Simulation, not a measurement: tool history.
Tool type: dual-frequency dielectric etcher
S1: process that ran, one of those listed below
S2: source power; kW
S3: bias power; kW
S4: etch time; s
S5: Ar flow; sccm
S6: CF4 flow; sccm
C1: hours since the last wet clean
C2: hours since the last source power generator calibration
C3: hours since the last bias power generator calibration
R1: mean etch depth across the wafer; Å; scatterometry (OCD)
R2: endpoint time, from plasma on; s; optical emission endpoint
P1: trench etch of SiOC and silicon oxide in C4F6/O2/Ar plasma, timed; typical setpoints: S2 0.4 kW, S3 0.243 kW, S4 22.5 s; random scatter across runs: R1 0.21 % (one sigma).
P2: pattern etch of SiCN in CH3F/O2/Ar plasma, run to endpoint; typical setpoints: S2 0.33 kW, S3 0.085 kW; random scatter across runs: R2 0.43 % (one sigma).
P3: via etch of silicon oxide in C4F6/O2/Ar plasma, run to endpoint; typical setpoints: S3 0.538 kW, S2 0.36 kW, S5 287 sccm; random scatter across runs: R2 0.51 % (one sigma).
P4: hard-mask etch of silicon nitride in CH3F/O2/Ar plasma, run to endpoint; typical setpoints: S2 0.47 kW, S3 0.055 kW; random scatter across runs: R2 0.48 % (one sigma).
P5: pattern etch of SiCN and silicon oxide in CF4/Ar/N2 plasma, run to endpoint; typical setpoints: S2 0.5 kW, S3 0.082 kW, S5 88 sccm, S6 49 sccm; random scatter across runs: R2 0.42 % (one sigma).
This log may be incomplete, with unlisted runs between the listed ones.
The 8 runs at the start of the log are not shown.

| run | hour | S1 | S2 | S3 | S4 | S5 | S6 | C1 | C2 | C3 | R1 | R2 |
|---|---|---|---|---|---|---|---|---|---|---|---|---|
| 9 | 76.2 | P4 | 0.47 | 0.055 |  |  |  | 465.3 | 2451.5 | 1264.3 |  | 51.986 |
| 10 | 87 | P4 | 0.47 | 0.055 |  |  |  | 476.1 | 2462.3 | 1275.1 |  | 51.883 |
| 11 | 95.2 | P1 | 0.27 | 0.243 | 22.5 |  |  | 484.3 | 2470.5 | 1283.3 | 420.91 |  |
| 12 | 104.2 | P1 | 0.4 | 0.243 | 22.5 |  |  | 493.3 | 2479.5 | 1292.3 | 489.94 |  |
| 13 | 109.7 | P1 | 0.4 | 0.243 | 30 |  |  | 498.8 | 2485 | 1297.8 | 654.09 |  |
| 14 | 115.5 | P4 | 0.47 | 0.077 |  |  |  | 504.6 | 2490.8 | 1303.6 |  | 47.046 |
| 15 | 126.8 | P3 | 0.36 | 0.538 |  | 287 |  | 515.9 | 2502.1 | 1314.9 |  | 23.752 |
| 16 | 135.7 | P3 | 0.49 | 0.538 |  | 287 |  | 524.8 | 2511 | 1323.8 |  | 21.365 |
| 17 | 147.6 | P5 | 0.5 | 0.1 |  | 88 | 49 | 536.7 | 2522.9 | 1335.7 |  | 12.296 |
| 18 | 157.4 | P1 | 0.4 | 0.243 | 22.5 |  |  | 546.5 | 2532.7 | 1345.5 | 490.97 |  |
| 19 | 166.2 | P1 | 0.53 | 0.243 | 17.5 |  |  | 555.3 | 2541.5 | 1354.3 | 425.63 |  |
| 20 | 172.4 | P2 | 0.33 | 0.06 |  |  |  | 561.5 | 2547.7 | 1360.5 |  | 21.877 |
| 21 | 179.9 | P2 | 0.33 | 0.085 |  |  |  | 569 | 2555.2 | 1368 |  | 19.26 |
| 22 | 185.9 | P4 | 0.63 | 0.055 |  |  |  | 575 | 2561.2 | 1374 |  | 46.757 |
| 23 | 191.7 | P1 | 0.53 | 0.193 | 22.5 |  |  | 580.8 | 2567 | 1379.8 | 505.63 |  |
| 24 | 199.9 | P2 | 0.33 | 0.085 |  |  |  | 589 | 2575.2 | 1388 |  | 19.202 |
| 25 | 206 | P5 | 0.5 | 0.082 |  | 88 | 49 | 595.1 | 2581.3 | 1394.1 |  | 13.191 |
| 26 | 216.5 | P5 | 0.5 | 0.082 |  | 106 | 49 | 605.6 | 2591.8 | 1404.6 |  | 13.641 |
| 27 | 224.3 | P5 | 0.32 | 0.082 |  | 88 | 49 | 613.4 | 2599.6 | 1412.4 |  | 19.428 |
| 28 | 236.8 | P1 | 0.4 | 0.344 | 22.5 |  |  | 625.9 | 2612.1 | 1424.9 | 551.72 |  |

What will run 29 give?
| 29 | 245.8 | P5 | 0.5 | 0.082 |  | 88 | 69 | 634.9 | 2621.1 | 1433.9 |  | ? |

For run 29 the tool returned R2 12.6 s.

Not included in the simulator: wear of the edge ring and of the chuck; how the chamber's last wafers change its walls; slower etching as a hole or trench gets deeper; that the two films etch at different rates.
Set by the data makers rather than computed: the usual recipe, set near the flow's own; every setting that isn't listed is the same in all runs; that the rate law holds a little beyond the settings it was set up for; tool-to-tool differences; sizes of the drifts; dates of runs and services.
